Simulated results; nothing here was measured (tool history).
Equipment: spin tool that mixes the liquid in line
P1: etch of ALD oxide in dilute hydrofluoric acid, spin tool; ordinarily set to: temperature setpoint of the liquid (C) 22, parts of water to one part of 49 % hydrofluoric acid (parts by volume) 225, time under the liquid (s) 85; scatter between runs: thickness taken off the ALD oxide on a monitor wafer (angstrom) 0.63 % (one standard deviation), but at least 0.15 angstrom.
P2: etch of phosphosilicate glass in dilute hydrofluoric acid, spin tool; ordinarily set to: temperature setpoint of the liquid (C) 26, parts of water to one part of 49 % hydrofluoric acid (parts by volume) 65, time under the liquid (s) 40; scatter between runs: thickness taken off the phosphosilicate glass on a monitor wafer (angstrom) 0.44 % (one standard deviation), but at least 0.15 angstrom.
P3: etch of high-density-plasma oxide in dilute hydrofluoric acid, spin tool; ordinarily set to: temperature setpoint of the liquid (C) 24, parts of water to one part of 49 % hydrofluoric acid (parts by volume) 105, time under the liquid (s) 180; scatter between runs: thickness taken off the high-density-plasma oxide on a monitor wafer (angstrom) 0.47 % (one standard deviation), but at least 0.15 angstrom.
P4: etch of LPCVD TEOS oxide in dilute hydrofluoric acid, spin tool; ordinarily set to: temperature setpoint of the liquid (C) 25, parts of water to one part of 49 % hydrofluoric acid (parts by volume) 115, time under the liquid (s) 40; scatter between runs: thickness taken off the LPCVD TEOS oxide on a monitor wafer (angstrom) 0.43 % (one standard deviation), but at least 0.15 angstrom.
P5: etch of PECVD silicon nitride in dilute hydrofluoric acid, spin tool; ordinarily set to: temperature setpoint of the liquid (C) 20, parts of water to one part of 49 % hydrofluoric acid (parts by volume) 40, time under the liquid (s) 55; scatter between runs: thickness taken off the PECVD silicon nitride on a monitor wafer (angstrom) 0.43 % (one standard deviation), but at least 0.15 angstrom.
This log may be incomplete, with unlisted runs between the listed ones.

run	hour	process that ran	temperature setpoint of the liquid (C)	parts of water to one part of 49 % hydrofluoric acid (parts by volume)	time under the liquid (s)	hours since the thermometer was replaced	hours since the hydrofluoric acid flow meter was replaced	thickness taken off the ALD oxide on a monitor wafer (angstrom)	thickness taken off the PECVD silicon nitride on a monitor wafer (angstrom)	thickness taken off the high-density-plasma oxide on a monitor wafer (angstrom)	thickness taken off the LPCVD TEOS oxide on a monitor wafer (angstrom)	thickness taken off the phosphosilicate glass on a monitor wafer (angstrom)
1	4.9	P1	22	225	85	878.8	504.2	42.133				
2	9.8	P1	22	225	85	883.7	509.1	41.96				
3	17.3	P5	20	40	90	891.2	516.6		92.815			
4	24.8	P5	20	55	55	898.7	524.1		41.764			
5	31.5	P1	28.5	225	85	905.4	530.8	53.03				
6	37.3	P3	24	105	180	911.2	536.6			106.01		
7	45.5	P1	17	225	85	919.4	544.8	34.807				
8	50	P1	22	225	155	923.9	549.3	76.285				
9	56.5	P1	17	295	85	930.4	555.8	24.64				
10	61.8	P1	22	60	85	935.7	561.1	187.39				
11	66.2	P5	20	40	55	940.1	565.5		57.025			
12	71.9	P1	17.5	105	85	945.8	571.2	84.799				
13	77.7	P3	24	105	50	951.6	577			29.338		
14	83.4	P1	22	225	85	957.3	582.7	41.794				
15	87.8	P4	31	115	40	961.7	587.1				127.5	
16	95.6	P4	25	115	40	969.5	594.9				101.46	
17	102.7	P3	24	180	180	976.6	602			56.885		
18	111.5	P1	22	225	85	985.4	610.8	41.942				
19	116.7	P2	26	65	40	990.6	616					459.45
20	125.5	P2	26	110	40	999.4	624.8					253.94
21	131.5	P1	22	335	85	1005.4	630.8	25.661				
22	137.4	P4	25	115	15	1011.3	636.7				38.27	
23	141.5	P2	26	65	40	1015.4	640.8					460.09
24	148.4	P2	17.5	65	40	1022.3	647.7					325.16
25	155.3	P3	31.5	105	180	1029.2	654.6			141.33		
26	161.1	P5	17	40	55	1035	660.4		46.284			
27	165.5	P4	25	115	40	1039.4	664.8				100.78	
28	173.5	P4	25	65	40	1047.4	672.8				190.68	
29	177.8	P2	26	65	15	1051.7	677.1					173.33
30	182.4	P1	22	225	85	1056.3	681.7	42.091				
31	188.3	P1	22	225	15	1062.2	687.6	7.3735				
32	193.2	P1	22	225	85	1067.1	692.5	41.489				
33	198.2	P1	22	225	85	1072.1	697.5	42.604				
34	203.9	P1	22	225	85	1077.8	703.2	43.599				
35	209.7	P1	22	225	85	1083.6	709	43.834				
36	218.6	P1	22	225	85	1092.5	717.9	44.234				
37	225	P1	22	225	85	1098.9	724.3	44.333				
38	233.6	P1	22	225	85	1107.5	732.9	44.955				
39	242.3	P1	22	225	85	1116.2	741.6	45.274				
40	249.9	P1	22	225	85	1123.8	749.2	45.431				
41	256.9	P1	22	225	85	1130.8	756.2	45.217				

The log shows P1 creeping away from where it was. Any of the 2 causes listed here, at the size stated for it, fits the log just as well as the others:
A: liquid hotter than its thermometer reads (K) = 2.03
B: hydrofluoric acid flow above the setpoint (%) = 6.3
At approximately hour 193.2, the process output began to creep.

Each of the 4 check runs below uses one wafer; its results are left as question marks. Which run tells the causes apart?
check 1	263.9	P5	20	40	80				?			
check 2	263.9	P4	30.5	115	20						?	
check 3	263.9	P2	26	95	40							?
check 4	263.9	P3	31.5	175	180					?		

Check results expected under each cause:
check	result	if A	if B
check 1	thickness taken off the PECVD silicon nitride on a monitor wafer (angstrom)	95.402	87.938
check 2	thickness taken off the LPCVD TEOS oxide on a monitor wafer (angstrom)	67.235	67.011
check 3	thickness taken off the phosphosilicate glass on a monitor wafer (angstrom)	327.18	323.88
check 4	thickness taken off the high-density-plasma oxide on a monitor wafer (angstrom)	82.34	82.766
Minimum pairwise separation of causes per check, each pair taken at its best-separating result: check 1 8.15 %; check 2 0.33 %; check 3 1.01 %; check 4 0.52 %
The other checks would show nearly matching results whichever cause is true, so check 1 is the only one that separates the causes.

Running check 1 produced the following: thickness taken off the PECVD silicon nitride on a monitor wafer (angstrom) 95.886. Which one of the listed causes fits?

The cause is A: liquid hotter than its thermometer reads (K).
